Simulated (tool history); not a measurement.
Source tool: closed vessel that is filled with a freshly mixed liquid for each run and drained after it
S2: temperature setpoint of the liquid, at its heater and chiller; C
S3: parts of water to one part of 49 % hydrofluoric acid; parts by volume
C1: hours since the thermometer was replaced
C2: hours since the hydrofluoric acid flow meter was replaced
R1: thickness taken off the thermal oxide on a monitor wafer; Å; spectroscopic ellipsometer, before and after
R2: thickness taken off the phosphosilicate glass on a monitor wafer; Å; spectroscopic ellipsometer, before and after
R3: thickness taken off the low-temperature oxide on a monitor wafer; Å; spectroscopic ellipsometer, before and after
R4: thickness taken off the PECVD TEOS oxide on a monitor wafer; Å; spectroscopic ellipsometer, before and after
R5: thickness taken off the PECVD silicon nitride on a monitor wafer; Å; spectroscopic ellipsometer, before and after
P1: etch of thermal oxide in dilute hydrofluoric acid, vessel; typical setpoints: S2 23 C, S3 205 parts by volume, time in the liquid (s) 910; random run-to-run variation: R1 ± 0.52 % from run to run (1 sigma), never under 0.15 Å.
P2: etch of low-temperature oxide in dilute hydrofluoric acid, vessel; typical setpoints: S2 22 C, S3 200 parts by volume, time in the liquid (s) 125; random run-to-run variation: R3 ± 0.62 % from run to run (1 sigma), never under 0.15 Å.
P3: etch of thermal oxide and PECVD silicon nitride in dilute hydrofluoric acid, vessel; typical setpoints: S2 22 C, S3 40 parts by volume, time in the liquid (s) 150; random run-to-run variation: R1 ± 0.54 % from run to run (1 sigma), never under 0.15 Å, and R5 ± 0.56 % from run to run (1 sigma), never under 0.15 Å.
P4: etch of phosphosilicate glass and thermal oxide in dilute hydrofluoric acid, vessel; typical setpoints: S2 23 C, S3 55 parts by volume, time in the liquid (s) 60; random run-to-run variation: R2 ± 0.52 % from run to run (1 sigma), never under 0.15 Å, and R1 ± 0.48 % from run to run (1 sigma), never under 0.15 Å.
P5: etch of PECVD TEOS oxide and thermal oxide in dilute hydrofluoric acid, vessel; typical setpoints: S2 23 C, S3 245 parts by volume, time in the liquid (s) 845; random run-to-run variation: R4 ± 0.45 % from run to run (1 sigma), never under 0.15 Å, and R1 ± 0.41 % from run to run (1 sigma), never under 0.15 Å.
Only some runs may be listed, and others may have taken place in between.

run 1 hour=10.7 | process_that_ran=P1 S2=23 S3=205 time_in_the_liquid_(s)=910 | C1=255.3 C2=921.5 | R1=188.53
run 2 hour=17 | process_that_ran=P4 S2=23 S3=55 time_in_the_liquid_(s)=30 | C1=261.6 C2=927.8 | R1=26.738 R2=521.21
run 3 hour=30.7 | process_that_ran=P2 S2=22 S3=200 time_in_the_liquid_(s)=125 | C1=275.3 C2=941.5 | R3=56.066
run 4 hour=39 | process_that_ran=P4 S2=23 S3=55 time_in_the_liquid_(s)=60 | C1=283.6 C2=949.8 | R1=53.465 R2=1037
run 5 hour=48.7 | process_that_ran=P1 S2=23 S3=205 time_in_the_liquid_(s)=1445 | C1=293.3 C2=959.5 | R1=297.57
run 6 hour=61.4 | process_that_ran=P5 S2=28 S3=245 time_in_the_liquid_(s)=845 | C1=306 C2=972.2 | R1=161.42 R4=505.69
run 7 hour=74.3 | process_that_ran=P5 S2=23 S3=245 time_in_the_liquid_(s)=845 | C1=318.9 C2=985.1 | R1=135.26 R4=423.98
run 8 hour=83.4 | process_that_ran=P3 S2=17 S3=40 time_in_the_liquid_(s)=150 | C1=328 C2=994.2 | R1=143.04 R5=97.89
run 9 hour=92.9 | process_that_ran=P1 S2=23 S3=205 time_in_the_liquid_(s)=910 | C1=337.5 C2=1003.7 | R1=188.84
run 10 hour=105.5 | process_that_ran=P3 S2=22 S3=65 time_in_the_liquid_(s)=150 | C1=350.1 C2=1016.3 | R1=105.37 R5=86.382
run 11 hour=117 | process_that_ran=P5 S2=23 S3=85 time_in_the_liquid_(s)=845 | C1=361.6 C2=1027.8 | R1=466.12 R4=1468.2
run 12 hour=124.7 | process_that_ran=P1 S2=23 S3=205 time_in_the_liquid_(s)=910 | C1=369.3 C2=1035.5 | R1=187.74
run 13 hour=135 | process_that_ran=P3 S2=22 S3=40 time_in_the_liquid_(s)=150 | C1=379.6 C2=1045.8 | R1=176.6 R5=139.46
run 14 hour=147.2 | process_that_ran=P1 S2=23 S3=205 time_in_the_liquid_(s)=910 | C1=391.8 C2=1058 | R1=187.21
run 15 hour=155.7 | process_that_ran=P1 S2=23 S3=55 time_in_the_liquid_(s)=910 | C1=400.3 C2=1066.5 | R1=828.71
run 16 hour=163.1 | process_that_ran=P1 S2=19.5 S3=205 time_in_the_liquid_(s)=910 | C1=407.7 C2=1073.9 | R1=164.98
run 17 hour=172.9 | process_that_ran=P2 S2=22 S3=200 time_in_the_liquid_(s)=180 | C1=417.5 C2=1083.7 | R3=81.33
run 18 hour=181.7 | process_that_ran=P1 S2=27.5 S3=205 time_in_the_liquid_(s)=910 | C1=426.3 C2=1092.5 | R1=222.05
run 19 hour=192.9 | process_that_ran=P5 S2=23 S3=245 time_in_the_liquid_(s)=180 | C1=437.5 C2=1103.7 | R1=28.574 R4=90.554
run 20 hour=203.4 | process_that_ran=P1 S2=23 S3=285 time_in_the_liquid_(s)=910 | C1=448 C2=1114.2 | R1=126.09
run 21 hour=212.9 | process_that_ran=P1 S2=23 S3=205 time_in_the_liquid_(s)=160 | C1=457.5 C2=1123.7 | R1=33.474
run 22 hour=222.4 | process_that_ran=P3 S2=22 S3=40 time_in_the_liquid_(s)=225 | C1=467 C2=1133.2 | R1=264.38 R5=209.33
run 23 hour=232.4 | process_that_ran=P1 S2=17 S3=205 time_in_the_liquid_(s)=215 | C1=477 C2=1143.2 | R1=35.178
run 24 hour=243.5 | process_that_ran=P3 S2=22 S3=40 time_in_the_liquid_(s)=150 | C1=488.1 C2=1154.3 | R1=174.88 R5=139.78
run 25 hour=252.7 | process_that_ran=P4 S2=30 S3=55 time_in_the_liquid_(s)=60 | C1=497.3 C2=1163.5 | R1=71.193 R2=1391.8
run 26 hour=264.8 | process_that_ran=P1 S2=29 S3=205 time_in_the_liquid_(s)=165 | C1=509.4 C2=1175.6 | R1=42.323
run 27 hour=271.9 | process_that_ran=P4 S2=23 S3=95 time_in_the_liquid_(s)=60 | C1=516.5 C2=1182.7 | R1=29.777 R2=575.7
run 28 hour=280.9 | process_that_ran=P1 S2=23 S3=205 time_in_the_liquid_(s)=910 | C1=525.5 C2=1191.7 | R1=187.07
run 29 hour=288.1 | process_that_ran=P2 S2=22 S3=200 time_in_the_liquid_(s)=125 | C1=532.7 C2=1198.9 | R3=56.271
run 30 hour=298.9 | process_that_ran=P2 S2=22 S3=330 time_in_the_liquid_(s)=125 | C1=543.5 C2=1209.7 | R3=30.143
run 31 hour=311.7 | process_that_ran=P2 S2=17 S3=200 time_in_the_liquid_(s)=125 | C1=556.3 C2=1222.5 | R3=46.452
run 32 hour=317.8 | process_that_ran=P1 S2=23 S3=205 time_in_the_liquid_(s)=910 | C1=562.4 C2=1228.6 | R1=185.98
run 33 hour=326.2 | process_that_ran=P1 S2=23 S3=205 time_in_the_liquid_(s)=910 | C1=570.8 C2=1237 | R1=194.97
run 34 hour=336.4 | process_that_ran=P1 S2=23 S3=205 time_in_the_liquid_(s)=910 | C1=581 C2=1247.2 | R1=199.54
run 35 hour=345 | process_that_ran=P1 S2=23 S3=205 time_in_the_liquid_(s)=910 | C1=589.6 C2=1255.8 | R1=201.22
run 36 hour=358.6 | process_that_ran=P1 S2=23 S3=205 time_in_the_liquid_(s)=910 | C1=603.2 C2=1269.4 | R1=202.65
run 37 hour=372.6 | process_that_ran=P1 S2=23 S3=205 time_in_the_liquid_(s)=910 | C1=617.2 C2=1283.4 | R1=199.87
run 38 hour=386.6 | process_that_ran=P1 S2=23 S3=205 time_in_the_liquid_(s)=910 | C1=631.2 C2=1297.4 | R1=202.51

The output of P1 has drifted from where it used to be. Each of the 2 causes below, taken at the size shown beside it, accounts for the log equally well:
A: hydrofluoric acid flow above the setpoint (%) = 6.43
B: liquid hotter than its thermometer reads (K) = 2.05
The drift started at roughly hour 317.8.

Each of the 4 check runs below uses one wafer; its results are left as question marks. Which run tells the causes apart?
run check 1 hour=400.6 | process_that_ran=P2 S2=17 S3=320 time_in_the_liquid_(s)=125 | R3=?
run check 2 hour=400.6 | process_that_ran=P4 S2=29 S3=90 time_in_the_liquid_(s)=60 | R1=? R2=?
run check 3 hour=400.6 | process_that_ran=P5 S2=23 S3=120 time_in_the_liquid_(s)=440 | R1=? R4=?
run check 4 hour=400.6 | process_that_ran=P3 S2=17.5 S3=40 time_in_the_liquid_(s)=150 | R1=? R5=?

Outcome of each check run for each possible cause:
check=check_1 result=R3 if_A=28.267 if_B=28.199
check=check_2 result=R1 if_A=42.8 if_B=43.122
check=check_2 result=R2 if_A=829.3 if_B=835.54
check=check_3 result=R1 if_A=177.05 if_B=178.69
check=check_3 result=R4 if_A=555.45 if_B=560.59
check=check_4 result=R1 if_A=155.06 if_B=158.76
check=check_4 result=R5 if_A=107.67 if_B=117.15
Smallest distance between any two causes, each pair judged by its most separating result, in per cent: check 1 0.24 %; check 2 0.75 %; check 3 0.92 %; check 4 8.44 %
Of the check runs offered, only check 4 discriminates between the causes; the rest would read about the same regardless of which cause applies.

Running check 4 produced the following: R1 159.15 Å; R5 117.47 Å. Which one of the listed causes fits?

B is the cause: liquid hotter than its thermometer reads (K).
